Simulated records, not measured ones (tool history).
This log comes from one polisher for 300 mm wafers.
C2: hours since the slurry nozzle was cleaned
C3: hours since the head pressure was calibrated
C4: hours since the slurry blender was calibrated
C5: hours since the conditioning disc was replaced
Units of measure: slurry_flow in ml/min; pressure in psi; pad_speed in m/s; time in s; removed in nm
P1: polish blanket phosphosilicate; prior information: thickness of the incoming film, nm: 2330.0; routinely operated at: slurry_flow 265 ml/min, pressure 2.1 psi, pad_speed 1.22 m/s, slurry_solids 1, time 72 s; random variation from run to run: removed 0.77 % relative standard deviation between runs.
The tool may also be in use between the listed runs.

Run 1, hour 8: slurry_flow 265 ml/min, pressure 2.1 psi, pad_speed 1.22 m/s, slurry_solids 1, time 72 s; wafers polished on this pad 504; C2 198.6; C3 505.2; C4 285.6; C5 59.3. Result: removed 519.96 nm.
Run 2, hour 15.7: slurry_flow 265 ml/min, pressure 2.1 psi, pad_speed 1.22 m/s, slurry_solids 0.6, time 72 s; wafers polished on this pad 552; C2 206.3; C3 512.9; C4 293.3; C5 67. Result: removed 399.46 nm.
Run 3, hour 24.2: slurry_flow 265 ml/min, pressure 2.1 psi, pad_speed 1.22 m/s, slurry_solids 1, time 72 s; wafers polished on this pad 605; C2 214.8; C3 521.4; C4 301.8; C5 75.5. Result: removed 514.85 nm.
Run 4, hour 28: slurry_flow 265 ml/min, pressure 1.3 psi, pad_speed 1.22 m/s, slurry_solids 1, time 72 s; wafers polished on this pad 628; C2 218.6; C3 525.2; C4 305.6; C5 79.3. Result: removed 321.49 nm.
Run 5, hour 35.5: slurry_flow 160 ml/min, pressure 2.1 psi, pad_speed 1.22 m/s, slurry_solids 1, time 72 s; wafers polished on this pad 675; C2 226.1; C3 532.7; C4 313.1; C5 86.8. Result: removed 484.93 nm.
Run 6, hour 41.6: slurry_flow 265 ml/min, pressure 2.1 psi, pad_speed 1.22 m/s, slurry_solids 1, time 72 s; wafers polished on this pad 713; C2 232.2; C3 538.8; C4 319.2; C5 92.9. Result: removed 521.91 nm.
Run 7, hour 49.2: slurry_flow 265 ml/min, pressure 2.1 psi, pad_speed 1.22 m/s, slurry_solids 1, time 32 s; wafers polished on this pad 760; C2 239.8; C3 546.4; C4 326.8; C5 100.5. Result: removed 230.25 nm.
Run 8, hour 57.7: slurry_flow 265 ml/min, pressure 3.2 psi, pad_speed 1.22 m/s, slurry_solids 1, time 72 s; wafers polished on this pad 813; C2 248.3; C3 554.9; C4 335.3; C5 109. Result: removed 785.83 nm.
Run 9, hour 63.6: slurry_flow 410 ml/min, pressure 2.1 psi, pad_speed 1.22 m/s, slurry_solids 1, time 72 s; wafers polished on this pad 850; C2 254.2; C3 560.8; C4 341.2; C5 114.9. Result: removed 538.59 nm.
Run 10, hour 68.7: slurry_flow 265 ml/min, pressure 2.1 psi, pad_speed 1.22 m/s, slurry_solids 1, time 72 s; wafers polished on this pad 881; C2 259.3; C3 565.9; C4 346.3; C5 120. Result: removed 512.31 nm.
Run 11, hour 72.9: slurry_flow 265 ml/min, pressure 2.1 psi, pad_speed 1.22 m/s, slurry_solids 1, time 72 s; wafers polished on this pad 908; C2 263.5; C3 570.1; C4 350.5; C5 124.2. Result: removed 519.5 nm.
Run 12, hour 78.1: slurry_flow 265 ml/min, pressure 2.1 psi, pad_speed 1.22 m/s, slurry_solids 1.35, time 72 s; wafers polished on this pad 940; C2 268.7; C3 575.3; C4 355.7; C5 129.4. Result: removed 585.79 nm.
Run 13, hour 84: slurry_flow 265 ml/min, pressure 2.1 psi, pad_speed 1.68 m/s, slurry_solids 1, time 72 s; wafers polished on this pad 977; C2 274.6; C3 581.2; C4 361.6; C5 135.3. Result: removed 662.87 nm.
At hour 84.2: conditioning disc replaced and pad reconditioned.
Run 14, hour 89.4: slurry_flow 265 ml/min, pressure 2.1 psi, pad_speed 0.7 m/s, slurry_solids 1, time 72 s; wafers polished on this pad 1010; C2 280; C3 586.6; C4 367; C5 5.2. Result: removed 334.49 nm.
Run 15, hour 94.7: slurry_flow 265 ml/min, pressure 2.1 psi, pad_speed 1.22 m/s, slurry_solids 1, time 72 s; wafers polished on this pad 1043; C2 285.3; C3 591.9; C4 372.3; C5 10.5. Result: removed 520.87 nm.
Run 16, hour 101.5: slurry_flow 265 ml/min, pressure 2.1 psi, pad_speed 1.22 m/s, slurry_solids 1, time 104 s; wafers polished on this pad 1085; C2 292.1; C3 598.7; C4 379.1; C5 17.3. Result: removed 744.24 nm.
Run 17, hour 108.6: slurry_flow 415 ml/min, pressure 2.1 psi, pad_speed 1.22 m/s, slurry_solids 1.4, time 72 s; wafers polished on this pad 1129; C2 299.2; C3 605.8; C4 386.2; C5 24.4. Result: removed 611.53 nm.
Run 18, hour 116.5: slurry_flow 265 ml/min, pressure 2.1 psi, pad_speed 1.22 m/s, slurry_solids 1.3, time 99 s; wafers polished on this pad 1179; C2 307.1; C3 613.7; C4 394.1; C5 32.3. Result: removed 798.32 nm.

Run 19 has not been measured yet. What should we expect?
Run 19, hour 124.2: slurry_flow 265 ml/min, pressure 2.1 psi, pad_speed 1.22 m/s, slurry_solids 1, time 72 s; wafers polished on this pad 1226; C2 314.8; C3 621.4; C4 401.8; C5 40. Result: removed ?.

removed: 519.68 nm
